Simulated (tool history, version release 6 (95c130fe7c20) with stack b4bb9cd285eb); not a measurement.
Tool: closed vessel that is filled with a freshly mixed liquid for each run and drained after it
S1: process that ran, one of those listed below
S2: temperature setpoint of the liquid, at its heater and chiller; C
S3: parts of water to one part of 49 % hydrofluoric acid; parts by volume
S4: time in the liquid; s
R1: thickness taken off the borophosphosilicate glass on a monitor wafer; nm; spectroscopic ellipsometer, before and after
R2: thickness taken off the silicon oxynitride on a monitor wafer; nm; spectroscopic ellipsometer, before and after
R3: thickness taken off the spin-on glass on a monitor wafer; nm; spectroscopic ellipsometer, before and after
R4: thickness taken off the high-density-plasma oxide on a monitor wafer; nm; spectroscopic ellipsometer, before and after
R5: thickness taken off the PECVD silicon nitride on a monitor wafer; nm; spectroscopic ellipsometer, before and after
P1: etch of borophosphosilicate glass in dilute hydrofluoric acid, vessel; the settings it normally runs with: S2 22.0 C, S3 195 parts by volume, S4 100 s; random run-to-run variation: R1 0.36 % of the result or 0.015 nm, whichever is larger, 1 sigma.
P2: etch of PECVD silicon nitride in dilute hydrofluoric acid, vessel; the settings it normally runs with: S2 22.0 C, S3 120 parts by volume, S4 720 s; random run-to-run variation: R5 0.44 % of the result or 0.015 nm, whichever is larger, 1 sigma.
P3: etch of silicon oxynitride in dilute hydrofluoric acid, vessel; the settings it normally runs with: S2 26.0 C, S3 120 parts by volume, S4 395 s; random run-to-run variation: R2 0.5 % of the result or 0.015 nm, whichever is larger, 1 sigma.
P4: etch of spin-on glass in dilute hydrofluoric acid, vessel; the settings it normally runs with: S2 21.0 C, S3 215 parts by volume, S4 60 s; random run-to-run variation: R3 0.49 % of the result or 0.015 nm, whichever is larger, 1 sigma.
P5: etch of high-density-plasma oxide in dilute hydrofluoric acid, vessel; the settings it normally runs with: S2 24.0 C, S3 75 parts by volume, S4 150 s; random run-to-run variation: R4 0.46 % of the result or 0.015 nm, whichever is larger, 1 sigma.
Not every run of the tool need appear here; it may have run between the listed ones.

run	day	S1	S2	S3	S4	R1	R2	R3	R4	R5
1	0.183	P1	22.0	195	100	21.2080				
2	0.325	P3	26.0	120	395		17.1240			
3	0.454	P4	17.0	215	60			8.3961		
4	0.621	P3	26.0	120	700		30.3830			
5	0.721	P5	24.0	75	150				10.6250	
6	0.888	P3	26.0	120	395		17.1190			
7	1.092	P2	22.0	120	30					0.34486
8	1.312	P1	22.0	195	100	21.3390				
9	1.412	P5	24.0	75	150				10.7660	
10	1.575	P5	31.0	75	150				13.9820	
11	1.692	P1	22.0	195	30	6.4104				
12	1.817	P2	22.0	20	720					50.30300
13	1.954	P1	22.0	340	195	20.6660				
14	2.125	P2	22.0	120	720					8.79640
15	2.242	P4	21.0	215	60			9.9044		
16	2.442	P4	21.0	215	30			4.9141		
17	2.558	P5	24.0	115	150				6.6452	
18	2.762	P1	22.0	195	100	21.2680				
19	2.975	P3	26.0	215	395		8.8549			
20	3.154	P4	21.0	120	60			19.5480		
21	3.321	P5	24.0	75	30				2.1323	
22	3.500	P1	28.5	195	100	27.0680				
23	3.733	P1	22.0	195	100	21.3500				
24	3.900	P1	22.0	195	145	30.9700				
25	4.088	P3	21.5	120	395		13.7470			
26	4.317	P1	22.0	45	100	109.2600				
27	4.492	P1	22.0	320	100	11.4160				
28	4.596	P2	30.5	120	720					15.01700
29	4.817	P1	17.0	195	100	17.4530				
30	4.988	P1	22.0	195	100	21.3060				
31	5.217	P1	22.0	195	100	20.7460				
32	5.400	P1	22.0	195	100	20.4010				
33	5.575	P1	22.0	195	100	20.3360				
34	5.750	P1	22.0	195	100	20.2070				
35	5.875	P1	22.0	195	100	20.1910				
36	6.025	P1	22.0	195	100	20.1660				
37	6.242	P1	22.0	195	100	20.1730				

What P1 gives has crept off from where it sat before. The 2 causes that follow fit the log equally well, each at the size noted:
A: liquid colder than its thermometer reads (K) = 1.5
B: hydrofluoric acid flow below the setpoint (%) = 4.62
The creep began at about day 4.988.

Below are 4 check runs, each on a single wafer, with their results shown as question marks. Which of them would tell the listed causes apart, meaning the causes would give clearly different results under it?
check 1	6.458	P5	30.0	75	30				?	
check 2	6.458	P4	21.0	215	30			?		
check 3	6.458	P3	26.0	215	395		?			
check 4	6.458	P2	22.0	35	415					?

Expected result of each check under each candidate cause:
check	result	if A	if B
check 1	R4	2.5593	2.5728
check 2	R3	4.6452	4.6440
check 3	R2	8.2700	8.3537
check 4	R5	15.26000	16.17200
Per check, the gap between the least separated pair of causes, taken in the result that splits them most: check 1 0.53 %; check 2 0.03 %; check 3 1.01 %; check 4 5.8 %
Check 4 is the one run that separates the causes; every other check would come out nearly the same whichever cause is at work.

Running check 4 produced the following: R5 15.21600 nm. Which one of the listed causes fits?

The cause is A: liquid colder than its thermometer reads (K).
